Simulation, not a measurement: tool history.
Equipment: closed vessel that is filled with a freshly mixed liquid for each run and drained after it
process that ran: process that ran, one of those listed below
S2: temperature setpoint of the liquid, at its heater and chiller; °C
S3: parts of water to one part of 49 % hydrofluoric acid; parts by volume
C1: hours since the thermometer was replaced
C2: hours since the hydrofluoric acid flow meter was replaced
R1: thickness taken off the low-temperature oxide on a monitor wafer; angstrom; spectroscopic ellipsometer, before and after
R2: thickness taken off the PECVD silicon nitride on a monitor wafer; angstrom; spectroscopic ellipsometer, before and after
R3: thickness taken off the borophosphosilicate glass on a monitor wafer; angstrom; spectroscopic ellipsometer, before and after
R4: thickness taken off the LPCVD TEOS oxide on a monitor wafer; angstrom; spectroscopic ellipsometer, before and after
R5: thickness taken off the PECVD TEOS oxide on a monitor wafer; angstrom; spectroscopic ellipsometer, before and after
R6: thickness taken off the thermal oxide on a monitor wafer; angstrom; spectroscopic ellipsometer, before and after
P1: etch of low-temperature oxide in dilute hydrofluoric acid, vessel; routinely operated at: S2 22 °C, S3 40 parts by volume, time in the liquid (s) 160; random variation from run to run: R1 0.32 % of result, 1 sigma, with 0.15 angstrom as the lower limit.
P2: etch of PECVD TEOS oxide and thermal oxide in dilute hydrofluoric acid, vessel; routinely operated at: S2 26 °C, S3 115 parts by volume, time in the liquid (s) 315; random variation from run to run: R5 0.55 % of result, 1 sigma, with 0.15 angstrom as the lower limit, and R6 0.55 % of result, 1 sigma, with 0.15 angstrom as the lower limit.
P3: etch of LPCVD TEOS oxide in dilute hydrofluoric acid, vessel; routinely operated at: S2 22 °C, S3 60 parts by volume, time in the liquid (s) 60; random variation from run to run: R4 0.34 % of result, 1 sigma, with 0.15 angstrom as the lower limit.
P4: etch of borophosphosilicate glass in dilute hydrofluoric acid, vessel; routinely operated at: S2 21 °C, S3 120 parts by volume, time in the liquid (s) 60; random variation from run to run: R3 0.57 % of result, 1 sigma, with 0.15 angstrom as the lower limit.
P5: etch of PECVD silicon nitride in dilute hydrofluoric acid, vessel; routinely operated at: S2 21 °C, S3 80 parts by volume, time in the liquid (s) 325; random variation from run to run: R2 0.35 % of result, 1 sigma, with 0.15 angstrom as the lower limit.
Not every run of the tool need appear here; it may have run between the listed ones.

Run 1, hour 6.3: process that ran P1, S2 22 °C, S3 40 parts by volume, time in the liquid (s) 160; C1 361.6; C2 404.2. Result: R1 514.87 angstrom.
Run 2, hour 13: process that ran P1, S2 22 °C, S3 40 parts by volume, time in the liquid (s) 160; C1 368.3; C2 410.9. Result: R1 514.78 angstrom.
Run 3, hour 19.4: process that ran P1, S2 27.5 °C, S3 40 parts by volume, time in the liquid (s) 160; C1 374.7; C2 417.3. Result: R1 644.67 angstrom.
Run 4, hour 27.3: process that ran P5, S2 17 °C, S3 80 parts by volume, time in the liquid (s) 325; C1 382.6; C2 425.2. Result: R2 67.935 angstrom.
Run 5, hour 35: process that ran P1, S2 22 °C, S3 40 parts by volume, time in the liquid (s) 280; C1 390.3; C2 432.9. Result: R1 903.29 angstrom.
Run 6, hour 40.5: process that ran P4, S2 21 °C, S3 120 parts by volume, time in the liquid (s) 105; C1 395.8; C2 438.4. Result: R3 360.82 angstrom.
Run 7, hour 46.4: process that ran P1, S2 22 °C, S3 40 parts by volume, time in the liquid (s) 90; C1 401.7; C2 444.3. Result: R1 290.09 angstrom.
Run 8, hour 50.3: process that ran P3, S2 22 °C, S3 105 parts by volume, time in the liquid (s) 60; C1 405.6; C2 448.2. Result: R4 296.21 angstrom.
Run 9, hour 56.5: process that ran P2, S2 26 °C, S3 115 parts by volume, time in the liquid (s) 315; C1 411.8; C2 454.4. Result: R5 419.96 angstrom, R6 137.75 angstrom.
Run 10, hour 62.9: process that ran P4, S2 17 °C, S3 120 parts by volume, time in the liquid (s) 60; C1 418.2; C2 460.8. Result: R3 175 angstrom.
Run 11, hour 70.3: process that ran P1, S2 26 °C, S3 55 parts by volume, time in the liquid (s) 160; C1 425.6; C2 468.2. Result: R1 431.58 angstrom.
Run 12, hour 78.6: process that ran P4, S2 21 °C, S3 120 parts by volume, time in the liquid (s) 60; C1 433.9; C2 476.5. Result: R3 205.4 angstrom.
Run 13, hour 83.2: process that ran P4, S2 21 °C, S3 170 parts by volume, time in the liquid (s) 60; C1 438.5; C2 481.1. Result: R3 139.29 angstrom.
Run 14, hour 88.4: process that ran P1, S2 22 °C, S3 65 parts by volume, time in the liquid (s) 75; C1 443.7; C2 486.3. Result: R1 143.14 angstrom.
Run 15, hour 94: process that ran P2, S2 26 °C, S3 115 parts by volume, time in the liquid (s) 110; C1 449.3; C2 491.9. Result: R5 147.16 angstrom, R6 48.588 angstrom.
Run 16, hour 102.6: process that ran P2, S2 26 °C, S3 190 parts by volume, time in the liquid (s) 315; C1 457.9; C2 500.5. Result: R5 232.16 angstrom, R6 76.437 angstrom.
Run 17, hour 107.5: process that ran P4, S2 21 °C, S3 120 parts by volume, time in the liquid (s) 60; C1 462.8; C2 505.4. Result: R3 205.89 angstrom.
Run 18, hour 113.7: process that ran P1, S2 18.5 °C, S3 40 parts by volume, time in the liquid (s) 160; C1 469; C2 511.6. Result: R1 444.9 angstrom.
Run 19, hour 121.3: process that ran P3, S2 18 °C, S3 60 parts by volume, time in the liquid (s) 60; C1 476.6; C2 519.2. Result: R4 461.96 angstrom.
Run 20, hour 129.6: process that ran P5, S2 21 °C, S3 120 parts by volume, time in the liquid (s) 325; C1 484.9; C2 527.5. Result: R2 60.017 angstrom.
Run 21, hour 133.8: process that ran P3, S2 22 °C, S3 60 parts by volume, time in the liquid (s) 85; C1 489.1; C2 531.7. Result: R4 771.86 angstrom.
Run 22, hour 138.3: process that ran P5, S2 21 °C, S3 80 parts by volume, time in the liquid (s) 30; C1 493.6; C2 536.2. Result: R2 8.4424 angstrom.
Run 23, hour 143.1: process that ran P1, S2 22 °C, S3 25 parts by volume, time in the liquid (s) 160; C1 498.4; C2 541. Result: R1 837.57 angstrom.
Run 24, hour 147.3: process that ran P3, S2 22 °C, S3 60 parts by volume, time in the liquid (s) 60; C1 502.6; C2 545.2. Result: R4 550.22 angstrom.
Run 25, hour 152.4: process that ran P1, S2 22 °C, S3 70 parts by volume, time in the liquid (s) 160; C1 507.7; C2 550.3. Result: R1 282.35 angstrom.
Run 26, hour 159.2: process that ran P5, S2 21 °C, S3 80 parts by volume, time in the liquid (s) 325; C1 514.5; C2 557.1. Result: R2 89.108 angstrom.
Run 27, hour 166.1: process that ran P1, S2 22 °C, S3 40 parts by volume, time in the liquid (s) 160; C1 521.4; C2 564. Result: R1 513.36 angstrom.
Run 28, hour 172.6: process that ran P3, S2 22 °C, S3 60 parts by volume, time in the liquid (s) 60; C1 527.9; C2 570.5. Result: R4 548.16 angstrom.
Run 29, hour 178.2: process that ran P1, S2 22 °C, S3 40 parts by volume, time in the liquid (s) 160; C1 533.5; C2 576.1. Result: R1 517.45 angstrom.
Run 30, hour 186.6: process that ran P2, S2 18.5 °C, S3 115 parts by volume, time in the liquid (s) 315; C1 541.9; C2 584.5. Result: R5 310.31 angstrom, R6 102.66 angstrom.
Run 31, hour 193.7: process that ran P5, S2 21 °C, S3 80 parts by volume, time in the liquid (s) 325; C1 549; C2 591.6. Result: R2 89.047 angstrom.
Run 32, hour 201: process that ran P1, S2 22 °C, S3 40 parts by volume, time in the liquid (s) 160; C1 556.3; C2 598.9. Result: R1 513.92 angstrom.
Run 33, hour 206: process that ran P1, S2 22 °C, S3 40 parts by volume, time in the liquid (s) 160; C1 561.3; C2 603.9. Result: R1 535.15 angstrom.
Run 34, hour 211.8: process that ran P1, S2 22 °C, S3 40 parts by volume, time in the liquid (s) 160; C1 567.1; C2 609.7. Result: R1 543.95 angstrom.

Forecast run 35:
Run 35, hour 217.2: process that ran P1, S2 22 °C, S3 40 parts by volume, time in the liquid (s) 160; C1 572.5; C2 615.1. Result: R1 ?.

R1: 552.71 angstrom
